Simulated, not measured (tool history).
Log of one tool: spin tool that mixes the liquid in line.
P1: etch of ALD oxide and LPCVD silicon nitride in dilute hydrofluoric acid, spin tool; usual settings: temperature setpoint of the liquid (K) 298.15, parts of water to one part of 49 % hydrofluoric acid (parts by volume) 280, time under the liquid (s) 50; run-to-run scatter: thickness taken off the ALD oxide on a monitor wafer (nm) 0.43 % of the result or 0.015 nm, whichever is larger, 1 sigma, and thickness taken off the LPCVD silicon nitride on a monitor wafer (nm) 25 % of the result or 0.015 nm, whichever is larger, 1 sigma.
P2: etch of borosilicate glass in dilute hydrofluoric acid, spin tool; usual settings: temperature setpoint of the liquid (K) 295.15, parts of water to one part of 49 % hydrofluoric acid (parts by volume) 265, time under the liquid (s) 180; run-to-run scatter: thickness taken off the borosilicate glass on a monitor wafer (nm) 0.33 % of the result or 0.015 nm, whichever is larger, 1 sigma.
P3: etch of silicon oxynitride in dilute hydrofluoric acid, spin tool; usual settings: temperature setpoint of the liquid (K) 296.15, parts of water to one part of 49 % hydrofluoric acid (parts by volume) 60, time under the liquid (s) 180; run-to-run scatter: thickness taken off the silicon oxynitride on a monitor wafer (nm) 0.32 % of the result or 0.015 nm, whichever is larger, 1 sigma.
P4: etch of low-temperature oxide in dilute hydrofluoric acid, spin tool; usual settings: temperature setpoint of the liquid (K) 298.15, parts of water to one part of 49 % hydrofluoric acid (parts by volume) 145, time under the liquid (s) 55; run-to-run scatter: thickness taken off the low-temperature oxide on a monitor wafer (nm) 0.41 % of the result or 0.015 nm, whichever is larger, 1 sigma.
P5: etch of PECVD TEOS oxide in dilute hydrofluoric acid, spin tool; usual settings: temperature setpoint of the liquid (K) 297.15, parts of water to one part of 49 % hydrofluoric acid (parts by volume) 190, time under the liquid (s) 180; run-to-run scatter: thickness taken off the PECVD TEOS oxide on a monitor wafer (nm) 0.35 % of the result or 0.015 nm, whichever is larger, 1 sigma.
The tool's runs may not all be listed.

run   hour  process that ran  temperature setpoint of the liquid (K)  parts of water to one part of 49 % hydrofluoric acid (parts by volume)  time under the liquid (s)  hours since the thermometer was replaced  hours since the hydrofluoric acid flow meter was replaced  thickness taken off the ALD oxide on a monitor wafer (nm)  thickness taken off the LPCVD silicon nitride on a monitor wafer (nm)  thickness taken off the silicon oxynitride on a monitor wafer (nm)  thickness taken off the borosilicate glass on a monitor wafer (nm)  thickness taken off the low-temperature oxide on a monitor wafer (nm)  thickness taken off the PECVD TEOS oxide on a monitor wafer (nm)
  1    8.5                P1                                  298.15                                                                     280                         50                                     613.3                                                      789.6                                                     5.2136                                                               0.124300
  2   19.4                P3                                  292.15                                                                      60                        180                                     624.2                                                      800.5                                                                                                                                                                                                9.4767
  3   30.3                P2                                  295.15                                                                     265                        360                                     635.1                                                      811.4                                                                                                                                                                                                                                                                    34.250
  4   39.6                P3                                  296.15                                                                      60                        350                                     644.4                                                      820.7                                                                                                                                                                                               22.4310
  5   44.9                P1                                  298.15                                                                     280                         90                                     649.7                                                      826.0                                                     9.4467                                                               0.185380
  6   53.9                P1                                  304.15                                                                     280                         50                                     658.7                                                      835.0                                                     6.3961                                                               0.105400
  7   63.0                P3                                  296.15                                                                      60                        180                                     667.8                                                      844.1                                                                                                                                                                                               11.5990
  8   71.8                P3                                  296.15                                                                      30                        180                                     676.6                                                      852.9                                                                                                                                                                                               23.7550
  9   82.1                P4                                  298.15                                                                     210                         55                                     686.9                                                      863.2                                                                                                                                                                                                                                                                                                                                           5.3887
 10   88.5                P1                                  298.15                                                                     280                         50                                     693.3                                                      869.6                                                     5.2195                                                               0.093986
 11   98.1                P4                                  305.65                                                                     145                         55                                     702.9                                                      879.2                                                                                                                                                                                                                                                                                                                                          11.1480
 12  104.6                P1                                  294.65                                                                     280                         50                                     709.4                                                      885.7                                                     4.6448                                                               0.071729
 13  112.9                P2                                  295.15                                                                     120                        180                                     717.7                                                      894.0                                                                                                                                                                                                                                                                    44.278
 14  120.9                P1                                  298.15                                                                     280                         50                                     725.7                                                      902.0                                                     5.2223                                                               0.034874
 15  132.4                P2                                  290.15                                                                     265                        180                                     737.2                                                      913.5                                                                                                                                                                                                                                                                    14.155
 16  142.3                P5                                  297.15                                                                     190                        180                                     747.1                                                      923.4                                                                                                                                                                                                                                                                                                                                                                                                            12.1630
 17  153.6                P2                                  295.15                                                                     265                        180                                     758.4                                                      934.7                                                                                                                                                                                                                                                                    17.153
 18  164.5                P5                                  297.15                                                                     105                        180                                     769.3                                                      945.6                                                                                                                                                                                                                                                                                                                                                                                                            24.1600
 19  172.8                P1                                  298.15                                                                     280                         15                                     777.6                                                      953.9                                                     1.5857                                                               0.021868
 20  182.7                P1                                  298.15                                                                     280                         50                                     787.5                                                      963.8                                                     5.1933                                                               0.076826
 21  192.5                P4                                  298.15                                                                     145                         15                                     797.3                                                      973.6                                                                                                                                                                                                                                                                                                                                           2.3093
 22  202.9                P4                                  298.15                                                                     145                         55                                     807.7                                                      984.0                                                                                                                                                                                                                                                                                                                                           8.4501
 23  213.7                P4                                  298.15                                                                     145                         55                                     818.5                                                      994.8                                                                                                                                                                                                                                                                                                                                           8.4377
 24  221.2                P1                                  290.15                                                                     110                         50                                     826.0                                                     1002.3                                                    11.6370                                                               0.127230
 25  227.3                P1                                  298.15                                                                     280                         50                                     832.1                                                     1008.4                                                     5.2084                                                               0.123090
 26  236.9                P1                                  292.15                                                                     400                         50                                     841.7                                                     1018.0                                                     2.6843                                                               0.012138
 27  248.6                P1                                  298.15                                                                      90                         50                                     853.4                                                     1029.7                                                    20.2300                                                               0.354440
 28  258.9                P5                                  301.65                                                                     190                        180                                     863.7                                                     1040.0                                                                                                                                                                                                                                                                                                                                                                                                            14.3450
 29  267.1                P1                                  298.15                                                                     390                         50                                     871.9                                                     1048.2                                                     3.4149                                                               0.036010
 30  279.0                P5                                  297.15                                                                     190                         15                                     883.8                                                     1060.1                                                                                                                                                                                                                                                                                                                                                                                                             1.0162
 31  288.0                P1                                  298.15                                                                     280                         50                                     892.8                                                     1069.1                                                     5.2427                                                               0.105140
 32  299.2                P1                                  298.15                                                                     280                         50                                     904.0                                                     1080.3                                                     5.0406                                                               0.119790
 33  307.8                P1                                  298.15                                                                     280                         50                                     912.6                                                     1088.9                                                     5.0294                                                               0.059332
 34  316.1                P1                                  298.15                                                                     280                         50                                     920.9                                                     1097.2                                                     5.0443                                                               0.055959
 35  324.3                P1                                  298.15                                                                     280                         50                                     929.1                                                     1105.4                                                     4.9704                                                               0.082300
 36  334.8                P1                                  298.15                                                                     280                         50                                     939.6                                                     1115.9                                                     4.9808                                                               0.078343
 37  343.9                P1                                  298.15                                                                     280                         50                                     948.7                                                     1125.0                                                     4.9514                                                               0.077424
 38  356.0                P1                                  298.15                                                                     280                         50                                     960.8                                                     1137.1                                                     4.9698                                                               0.058048
 39  362.6                P1                                  298.15                                                                     280                         50                                     967.4                                                     1143.7                                                     4.9891                                                               0.068279

What P1 gives has crept away from where it was. These 2 causes fit the log equally well, each at the size given:
A: liquid colder than its thermometer reads (K) = 1.49
B: hydrofluoric acid flow below the setpoint (%) = 3.96
The creep began at about hour 288.0.

4 check runs are offered, one wafer each, their results left as question marks. Which one tells the causes apart?
check 1  369.2                P3                                  296.15                                                                      60                        305                                                                                                                                                                                                                                                                                                          ?
check 2  369.2                P5                                  300.15                                                                     190                         30                                                                                                                                                                                                                                                                                                                                                                                                                                                                                                                       ?
check 3  369.2                P4                                  303.65                                                                     145                         30                                                                                                                                                                                                                                                                                                                                                                                                                                                     ?
check 4  369.2                P2                                  290.15                                                                     265                        180                                                                                                                                                                                                                                                                                                                                                                              ?

What each check would give under each cause:
  check                                                                 result     if A     if B
check 1     thickness taken off the silicon oxynitride on a monitor wafer (nm)  18.2600  18.8330
check 2       thickness taken off the PECVD TEOS oxide on a monitor wafer (nm)   2.1453   2.1553
check 3  thickness taken off the low-temperature oxide on a monitor wafer (nm)   5.3410   5.3708
check 4     thickness taken off the borosilicate glass on a monitor wafer (nm)   13.437   13.547
How far apart the two closest causes lie, in the result that separates them most: check 1 3.09 %; check 2 0.46 %; check 3 0.56 %; check 4 0.82 %
Only check 1 tells the causes apart: in the others they would give nearly the same result.

Then check 1 was run and gave: thickness taken off the silicon oxynitride on a monitor wafer (nm) 18.8850. Which cause is it?

It is B: hydrofluoric acid flow below the setpoint (%).
